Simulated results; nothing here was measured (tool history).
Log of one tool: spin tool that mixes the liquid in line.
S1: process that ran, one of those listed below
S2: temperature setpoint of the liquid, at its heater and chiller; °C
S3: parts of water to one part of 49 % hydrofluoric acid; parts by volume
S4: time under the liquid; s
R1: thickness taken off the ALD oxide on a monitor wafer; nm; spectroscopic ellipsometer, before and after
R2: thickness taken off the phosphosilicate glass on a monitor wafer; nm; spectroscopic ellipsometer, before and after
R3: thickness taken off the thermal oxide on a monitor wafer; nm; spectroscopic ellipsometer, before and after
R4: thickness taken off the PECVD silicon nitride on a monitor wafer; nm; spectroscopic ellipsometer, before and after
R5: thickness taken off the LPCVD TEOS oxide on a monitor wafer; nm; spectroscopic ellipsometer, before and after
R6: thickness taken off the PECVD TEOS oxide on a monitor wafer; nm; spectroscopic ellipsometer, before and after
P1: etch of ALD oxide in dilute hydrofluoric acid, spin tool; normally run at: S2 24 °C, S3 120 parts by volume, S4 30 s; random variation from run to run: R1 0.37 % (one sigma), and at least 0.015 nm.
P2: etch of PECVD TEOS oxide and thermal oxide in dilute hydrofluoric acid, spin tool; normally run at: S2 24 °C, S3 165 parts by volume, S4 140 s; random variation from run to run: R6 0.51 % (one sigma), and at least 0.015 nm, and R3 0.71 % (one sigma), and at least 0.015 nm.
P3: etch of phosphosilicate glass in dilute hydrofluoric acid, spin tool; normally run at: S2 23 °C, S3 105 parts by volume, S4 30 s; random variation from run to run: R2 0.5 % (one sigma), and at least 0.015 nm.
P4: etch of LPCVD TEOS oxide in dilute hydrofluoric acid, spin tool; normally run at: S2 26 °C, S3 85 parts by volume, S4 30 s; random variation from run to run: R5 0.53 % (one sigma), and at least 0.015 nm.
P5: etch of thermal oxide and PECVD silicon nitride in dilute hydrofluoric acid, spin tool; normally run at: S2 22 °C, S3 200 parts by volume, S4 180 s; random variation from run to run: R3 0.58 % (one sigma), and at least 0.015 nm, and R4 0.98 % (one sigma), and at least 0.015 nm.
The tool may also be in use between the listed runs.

run   hour  S1    S2   S3   S4      R1      R2      R3      R4      R5      R6
  1   13.3  P1    24  120   30  7.0435
  2   24.3  P3    23  105   30          52.559
  3   33.6  P1    24  120   30  7.0899
  4   42.2  P1  18.5  120   60  11.202
  5   49.8  P1    24  120   30  7.0382
  6   62.9  P5    22  315  180                  2.0446  1.3602
  7   71.8  P5    17  200  180                  2.9451  1.5728
  8     81  P1    24  215   30  3.5198
  9   92.8  P3    23  105   45          78.418
 10  104.9  P3    17  105   30          40.759
 11  115.2  P4    26   85   30                                  9.7719
 12  128.3  P3    23  105   30          52.566
     133.4  -- thermometer replaced
 13  143.4  P1    24  120   15   3.503
 14  158.3  P5    22  200  180                  3.5832  2.1409
 15  169.5  P4    26   50   30                                  17.537
 16  181.1  P2    28  165  140                  4.3092                  7.7132
 17  195.9  P1    24  120   30  6.9738
 18  202.6  P1  18.5  120   30  5.6479
 19  213.1  P1    24  120   45  10.599
 20    223  P1    31  120   30  9.1476
 21  237.4  P5    22  200  345                  6.8261  4.2437
 22  248.6  P5    22  200  180                   3.575  2.1857
     253.1  -- hydrofluoric acid flow meter replaced
 23  259.5  P4    33   85   30                                   12.75
 24  271.1  P2    24  165  235                  6.2277                  11.191
 25  278.5  P1    24   45   30  20.532
 26  287.1  P4    26   85   55                                  18.241
 27  298.9  P1    24  120   30  7.0147
 28    313  P1    31   35   30  35.481
 29  320.4  P3    23  160   30          31.814
 30  330.3  P2    24  165  140                    3.68                  6.7494
 31  339.3  P1    24  120   30  7.0107
 32  353.1  P2    24  100  140                  6.6307                  11.862
 33    363  P2    24  165  140                  3.6983                  6.6656
 34  376.4  P1    24  120   30  7.0279
 35  389.2  P1    24  120   30  6.9532
 36  396.9  P1    24  120   30  6.8309
 37  407.2  P1    24  120   30  6.7377

Run 38 comes next. What will it give?
 38  422.3  P1  24  120  30   ?

R1: 6.6884 nm
